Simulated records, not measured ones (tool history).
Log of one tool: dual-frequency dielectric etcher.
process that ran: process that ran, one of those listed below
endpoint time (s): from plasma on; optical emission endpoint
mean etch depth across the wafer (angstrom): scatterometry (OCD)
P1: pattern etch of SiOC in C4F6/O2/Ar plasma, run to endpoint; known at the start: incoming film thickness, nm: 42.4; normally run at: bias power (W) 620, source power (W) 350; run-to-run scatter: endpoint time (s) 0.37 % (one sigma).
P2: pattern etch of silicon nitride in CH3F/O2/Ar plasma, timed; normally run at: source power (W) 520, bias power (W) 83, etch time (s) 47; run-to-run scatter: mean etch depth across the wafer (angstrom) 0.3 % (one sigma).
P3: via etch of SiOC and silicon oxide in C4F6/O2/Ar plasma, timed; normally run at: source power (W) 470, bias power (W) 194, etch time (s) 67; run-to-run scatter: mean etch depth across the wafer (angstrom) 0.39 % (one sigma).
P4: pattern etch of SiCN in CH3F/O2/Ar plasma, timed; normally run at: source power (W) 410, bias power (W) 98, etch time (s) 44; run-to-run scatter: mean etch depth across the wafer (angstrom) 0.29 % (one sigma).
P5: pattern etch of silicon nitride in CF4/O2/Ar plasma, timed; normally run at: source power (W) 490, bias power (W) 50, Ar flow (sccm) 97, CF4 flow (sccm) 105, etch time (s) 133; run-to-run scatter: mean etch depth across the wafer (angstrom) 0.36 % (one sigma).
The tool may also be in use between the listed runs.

| run | hour | process that ran | bias power (W) | source power (W) | Ar flow (sccm) | CF4 flow (sccm) | etch time (s) | endpoint time (s) | mean etch depth across the wafer (angstrom) |
|---|---|---|---|---|---|---|---|---|---|
| 1 | 11.8 | P1 | 620 | 350 |  |  |  | 13.797 |  |
| 2 | 29.4 | P5 | 50 | 490 | 97 | 105 | 133 |  | 2518.2 |
| 3 | 46.7 | P4 | 98 | 410 |  |  | 44 |  | 191.37 |
| 4 | 60.1 | P1 | 451 | 260 |  |  |  | 17.275 |  |
| 5 | 76.9 | P1 | 620 | 350 |  |  |  | 13.706 |  |
| 6 | 92 | P5 | 50 | 490 | 97 | 77 | 133 |  | 2416.5 |
| 7 | 104.3 | P3 | 194 | 470 |  |  | 67 |  | 833.17 |
| 8 | 120.8 | P5 | 50 | 490 | 72 | 105 | 133 |  | 2573.9 |
| 9 | 134.5 | P5 | 50 | 490 | 97 | 105 | 133 |  | 2506.9 |
| 10 | 152.1 | P1 | 373 | 270 |  |  |  | 18.298 |  |
| 11 | 166.8 | P1 | 620 | 350 |  |  |  | 13.757 |  |
| 12 | 176.8 | P1 | 620 | 350 |  |  |  | 13.696 |  |
| 13 | 193.9 | P3 | 265 | 470 |  |  | 67 |  | 917.89 |
| 14 | 203.5 | P5 | 50 | 490 | 97 | 105 | 99 |  | 1864.9 |
| 15 | 220.7 | P5 | 70 | 490 | 97 | 105 | 133 |  | 2843.7 |
| 16 | 234.5 | P3 | 194 | 470 |  |  | 84 |  | 1042.6 |
| 17 | 251.2 | P4 | 98 | 410 |  |  | 65.5 |  | 285.07 |
|  | 255.9 | source power generator calibrated |
| 18 | 260.2 | P1 | 779 | 350 |  |  |  | 12.599 |  |
| 19 | 273.1 | P1 | 492 | 350 |  |  |  | 15.027 |  |
| 20 | 282.3 | P2 | 83 | 350 |  |  | 47 |  | 335.62 |

Forecast run 21:
| 21 | 298 | P4 | 66 | 410 |  |  | 44 |  | ? |

Run 21 gave mean etch depth across the wafer (angstrom) 166.45.
